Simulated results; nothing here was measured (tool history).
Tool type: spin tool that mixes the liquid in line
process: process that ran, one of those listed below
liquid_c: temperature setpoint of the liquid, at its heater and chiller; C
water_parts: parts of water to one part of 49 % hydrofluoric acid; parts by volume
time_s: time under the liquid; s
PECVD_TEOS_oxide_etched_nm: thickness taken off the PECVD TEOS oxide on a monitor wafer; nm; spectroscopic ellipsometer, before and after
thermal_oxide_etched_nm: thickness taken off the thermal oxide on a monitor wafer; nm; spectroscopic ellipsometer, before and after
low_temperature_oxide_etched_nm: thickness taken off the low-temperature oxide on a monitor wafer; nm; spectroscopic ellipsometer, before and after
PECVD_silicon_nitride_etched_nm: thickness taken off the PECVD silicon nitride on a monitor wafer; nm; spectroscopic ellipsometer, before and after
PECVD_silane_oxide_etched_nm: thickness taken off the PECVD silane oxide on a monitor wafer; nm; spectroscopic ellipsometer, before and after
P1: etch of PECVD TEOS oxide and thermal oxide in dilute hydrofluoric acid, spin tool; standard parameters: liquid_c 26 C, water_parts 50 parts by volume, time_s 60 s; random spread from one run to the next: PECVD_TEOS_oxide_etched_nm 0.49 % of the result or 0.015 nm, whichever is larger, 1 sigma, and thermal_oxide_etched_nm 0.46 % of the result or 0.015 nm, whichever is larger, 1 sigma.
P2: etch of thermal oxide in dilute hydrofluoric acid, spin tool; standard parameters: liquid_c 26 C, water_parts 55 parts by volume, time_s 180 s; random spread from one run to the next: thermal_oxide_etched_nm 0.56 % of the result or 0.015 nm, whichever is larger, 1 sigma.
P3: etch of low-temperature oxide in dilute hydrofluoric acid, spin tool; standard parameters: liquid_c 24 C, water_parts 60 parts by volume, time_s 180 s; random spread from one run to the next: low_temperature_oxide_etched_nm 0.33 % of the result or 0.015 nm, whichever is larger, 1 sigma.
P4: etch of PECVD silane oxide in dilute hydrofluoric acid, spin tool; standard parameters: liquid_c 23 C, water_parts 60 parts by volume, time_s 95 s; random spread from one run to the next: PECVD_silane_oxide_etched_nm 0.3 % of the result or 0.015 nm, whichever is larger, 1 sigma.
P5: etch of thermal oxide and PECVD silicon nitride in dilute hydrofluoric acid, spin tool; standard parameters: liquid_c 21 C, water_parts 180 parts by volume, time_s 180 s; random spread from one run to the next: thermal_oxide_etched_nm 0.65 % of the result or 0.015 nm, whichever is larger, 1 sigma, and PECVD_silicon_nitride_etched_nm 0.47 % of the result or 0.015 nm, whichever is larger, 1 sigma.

run,hour,process,liquid_c,water_parts,time_s,hours since the thermometer was replaced,hours since the hydrofluoric acid flow meter was replaced,PECVD_TEOS_oxide_etched_nm,thermal_oxide_etched_nm,low_temperature_oxide_etched_nm,PECVD_silicon_nitride_etched_nm,PECVD_silane_oxide_etched_nm
1,9.2,P1,26,50,60,220.8,340.3,34,7.1526,,,
2,25.7,P2,26,95,180,237.3,356.8,,9.3604,,,
3,34.7,P1,26,50,60,246.3,365.8,34.29,7.2124,,,
4,51.8,P3,18.5,60,180,263.4,382.9,,,39.345,,
5,69.1,P5,21,45,180,280.7,400.2,,17.615,,17.56,
6,85.4,P2,26,55,15,297,416.5,,1.4742,,,
7,94,P1,26,50,60,305.6,425.1,34.375,7.1766,,,
8,110,P1,26,50,20,321.6,441.1,11.45,2.395,,,
9,121.9,P1,26,50,60,333.5,453,34.266,7.2057,,,
10,129.5,P1,21,50,60,341.1,460.6,27.735,5.9003,,,
11,145.3,P4,23,60,95,356.9,476.4,,,,,23.352
12,156.3,P3,24,60,180,367.9,487.4,,,49.644,,
13,166.9,P1,31,50,15,378.5,498,10.403,2.1921,,,
14,177.5,P4,30,60,95,389.1,508.6,,,,,31.053
15,187.3,P5,17,180,180,398.9,518.4,,3.2646,,3.4908,
16,203.1,P1,32,50,60,414.7,534.2,43.207,9.0918,,,
17,212.6,P4,23,25,95,424.2,543.7,,,,,59.08
18,226.5,P3,24,110,180,438.1,557.6,,,25.539,,
19,238.6,P2,26,55,180,450.2,569.7,,17.117,,,
20,246.9,P4,23,60,180,458.5,578,,,,,44.482
21,257.1,P1,26,50,60,468.7,588.2,34.139,7.1671,,,
22,271.5,P1,26,50,60,483.1,602.6,34.145,7.2574,,,
23,282.1,P1,26,50,60,493.7,613.2,34.24,7.1809,,,
24,297.1,P1,26,50,100,508.7,628.2,57.033,11.936,,,
25,311.8,P1,26,85,60,523.4,642.9,19.082,4.0837,,,
26,328.5,P3,24,60,350,540.1,659.6,,,96.941,,
27,338,P2,19,55,180,549.6,669.1,,12.807,,,
28,346.9,P5,21,180,65,558.5,678,,1.3412,,1.6329,
29,363.2,P5,21,180,180,574.8,694.3,,3.7894,,4.5075,
30,373.7,P1,26,25,60,585.3,704.8,70.25,14.915,,,
31,382.6,P1,26,50,60,594.2,713.7,34.216,7.1514,,,
32,391,P1,26,50,60,602.6,722.1,33.677,7.1321,,,
33,407.5,P1,26,50,60,619.1,738.6,32.559,6.8655,,,
34,422.5,P1,26,50,60,634.1,753.6,32.19,6.7931,,,
35,430.9,P1,26,50,60,642.5,762,31.868,6.7443,,,
36,444.5,P1,26,50,60,656.1,775.6,31.81,6.7143,,,
37,460.8,P1,26,50,60,672.4,791.9,31.366,6.6306,,,
38,474.7,P1,26,50,60,686.3,805.8,31.427,6.7037,,,
39,490.7,P1,26,50,60,702.3,821.8,31.492,6.6592,,,
40,503,P1,26,50,60,714.6,834.1,31.387,6.6171,,,
41,510.7,P1,26,50,60,722.3,841.8,31.451,6.6603,,,
42,521.9,P1,26,50,60,733.5,853,31.081,6.6177,,,

Something has made what P1 gives creep away from where it was; the 2 causes below, each at its own stated size, fit the log equally well:
A: liquid colder than its thermometer reads (K) = 2.08
B: hydrofluoric acid flow below the setpoint (%) = 7.59
The onset of the drift is placed at about hour 382.6.

Of the 4 check runs listed below, each run on one wafer and each result written as a question mark, which would let you distinguish the listed causes because they would give clearly different results?
check 1,533.1,P3,24,105,180,,,,,?,,
check 2,533.1,P4,23,30,95,,,,,,,?
check 3,533.1,P5,21,60,95,,,,?,,?,
check 4,533.1,P2,20,55,180,,,,?,,,

Expected result of each check under each candidate cause:
check,result,if A,if B
check 1,low_temperature_oxide_etched_nm,24.729,24.571
check 2,PECVD_silane_oxide_etched_nm,44.643,44.926
check 3,thermal_oxide_etched_nm,6.2854,6.3032
check 3,PECVD_silicon_nitride_etched_nm,6.0645,6.4837
check 4,thermal_oxide_etched_nm,12.23,12.284
Separation of the two closest causes in each check, using whichever result separates them best: check 1 0.64 %; check 2 0.63 %; check 3 6.68 %; check 4 0.44 %
Of the check runs offered, only check 3 discriminates between the causes; the rest would read about the same regardless of which cause applies.

With check 3 done, the readings were: thermal_oxide_etched_nm 6.2863 nm; PECVD_silicon_nitride_etched_nm 6.0826 nm. Identify which of the listed causes applies.

The cause is A: liquid colder than its thermometer reads (K).

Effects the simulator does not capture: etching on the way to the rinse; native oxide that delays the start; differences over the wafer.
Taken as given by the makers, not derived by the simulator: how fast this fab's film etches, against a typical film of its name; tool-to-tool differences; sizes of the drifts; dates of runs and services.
